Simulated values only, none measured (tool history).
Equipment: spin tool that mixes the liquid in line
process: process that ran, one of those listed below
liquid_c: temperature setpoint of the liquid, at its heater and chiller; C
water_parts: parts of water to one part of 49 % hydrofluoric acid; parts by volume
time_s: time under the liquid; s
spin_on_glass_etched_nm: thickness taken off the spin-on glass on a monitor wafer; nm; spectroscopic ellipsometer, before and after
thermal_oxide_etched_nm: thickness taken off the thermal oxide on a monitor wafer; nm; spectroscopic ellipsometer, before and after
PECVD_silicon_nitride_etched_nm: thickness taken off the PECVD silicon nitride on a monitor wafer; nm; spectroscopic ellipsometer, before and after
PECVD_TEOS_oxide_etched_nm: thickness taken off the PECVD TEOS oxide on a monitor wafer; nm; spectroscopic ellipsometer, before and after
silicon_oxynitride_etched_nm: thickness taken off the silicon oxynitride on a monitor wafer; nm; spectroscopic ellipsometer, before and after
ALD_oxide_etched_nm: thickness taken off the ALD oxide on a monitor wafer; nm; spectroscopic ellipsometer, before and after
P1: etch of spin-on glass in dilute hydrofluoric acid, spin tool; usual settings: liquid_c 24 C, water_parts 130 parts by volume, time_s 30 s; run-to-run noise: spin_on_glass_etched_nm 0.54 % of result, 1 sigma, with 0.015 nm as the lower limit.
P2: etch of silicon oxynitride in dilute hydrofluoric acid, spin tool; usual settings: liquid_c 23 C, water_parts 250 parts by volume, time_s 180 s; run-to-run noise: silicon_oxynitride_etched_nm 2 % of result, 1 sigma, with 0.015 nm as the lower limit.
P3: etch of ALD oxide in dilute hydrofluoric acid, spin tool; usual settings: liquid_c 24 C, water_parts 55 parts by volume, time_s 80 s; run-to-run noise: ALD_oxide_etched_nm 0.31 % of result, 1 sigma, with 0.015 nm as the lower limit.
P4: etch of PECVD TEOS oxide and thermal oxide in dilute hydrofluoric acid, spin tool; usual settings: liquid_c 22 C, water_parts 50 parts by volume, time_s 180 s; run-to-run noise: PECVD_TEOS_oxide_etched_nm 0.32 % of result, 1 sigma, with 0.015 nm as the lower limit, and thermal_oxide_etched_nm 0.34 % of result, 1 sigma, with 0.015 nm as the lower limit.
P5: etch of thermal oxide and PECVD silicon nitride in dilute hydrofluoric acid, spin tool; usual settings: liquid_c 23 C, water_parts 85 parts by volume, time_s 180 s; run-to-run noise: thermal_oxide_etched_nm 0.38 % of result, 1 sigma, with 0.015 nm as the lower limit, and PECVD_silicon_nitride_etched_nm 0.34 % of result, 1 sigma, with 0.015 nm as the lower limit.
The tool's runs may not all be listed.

run,hour,process,liquid_c,water_parts,time_s,hours since the thermometer was replaced,hours since the hydrofluoric acid flow meter was replaced,spin_on_glass_etched_nm,thermal_oxide_etched_nm,PECVD_silicon_nitride_etched_nm,PECVD_TEOS_oxide_etched_nm,silicon_oxynitride_etched_nm,ALD_oxide_etched_nm
1,13.8,P1,24,130,30,489,1221.5,10.435,,,,,
2,27,P1,24,130,30,502.2,1234.7,10.492,,,,,
3,35.1,P1,24,130,15,510.3,1242.8,5.199,,,,,
4,43,P5,23,145,180,518.2,1250.7,,5.4789,6.3914,,,
5,56.1,P1,24,65,30,531.3,1263.8,22.513,,,,,
6,63.4,P5,23,85,180,538.6,1271.1,,9.9647,10.808,,,
7,70.3,P4,26.5,50,180,545.5,1278,,20.897,,36.125,,
8,77,P1,17,130,30,552.2,1284.7,7.8424,,,,,
9,89.4,P4,22,50,15,564.6,1297.1,,1.4312,,2.506,,
10,102.9,P2,23,250,180,578.1,1310.6,,,,,1.0426,
11,115.5,P2,23,115,180,590.7,1323.2,,,,,2.4763,
12,123.7,P1,24,130,30,598.9,1331.4,10.485,,,,,
13,134.8,P2,30.5,250,180,610,1342.5,,,,,1.4577,
14,148.4,P1,19,85,30,623.6,1356.1,13.776,,,,,
15,155.6,P1,18,130,15,630.8,1363.3,4.0494,,,,,
16,167,P3,24,100,80,642.2,1374.7,,,,,,12.509
17,175,P1,24,130,30,650.2,1382.7,10.388,,,,,
18,182.4,P4,22,90,180,657.6,1390.1,,9.1732,,15.854,,
19,195.5,P5,23,85,355,670.7,1403.2,,19.521,21.344,,,
20,209.9,P1,24,130,30,685.1,1417.6,10.405,,,,,
21,216.5,P1,24,130,30,691.7,1424.2,10.332,,,,,
22,229.6,P1,24,130,50,704.8,1437.3,17.3,,,,,
23,236.7,P2,23,250,180,711.9,1444.4,,,,,1.0532,
24,248.2,P3,24,55,45,723.4,1455.9,,,,,,13.565
25,262.2,P1,24,225,30,737.4,1469.9,5.4081,,,,,
26,274.8,P5,27,85,180,750,1482.5,,11.778,14.021,,,
27,285.1,P5,23,85,180,760.3,1492.8,,9.9443,10.848,,,
28,299,P1,24,130,30,774.2,1506.7,10.296,,,,,
29,311,P1,31,130,30,786.2,1518.7,13.584,,,,,
30,323.8,P4,22,50,180,799,1531.5,,17.345,,30.211,,
31,337.6,P3,19.5,55,80,812.8,1545.3,,,,,,20.024
32,344,P3,24,55,80,819.2,1551.7,,,,,,23.995
33,356.9,P2,23,250,310,832.1,1564.6,,,,,1.8904,
34,367.3,P1,24,130,30,842.5,1575,10.398,,,,,
35,376,P1,24,130,30,851.2,1583.7,10.667,,,,,
36,388,P1,24,130,30,863.2,1595.7,10.853,,,,,
37,399,P1,24,130,30,874.2,1606.7,10.997,,,,,

The next listed run, before its measurement:
38,407.2,P1,24,130,30,882.4,1614.9,?,,,,,

Logged for run 38: spin_on_glass_etched_nm 10.848 nm.

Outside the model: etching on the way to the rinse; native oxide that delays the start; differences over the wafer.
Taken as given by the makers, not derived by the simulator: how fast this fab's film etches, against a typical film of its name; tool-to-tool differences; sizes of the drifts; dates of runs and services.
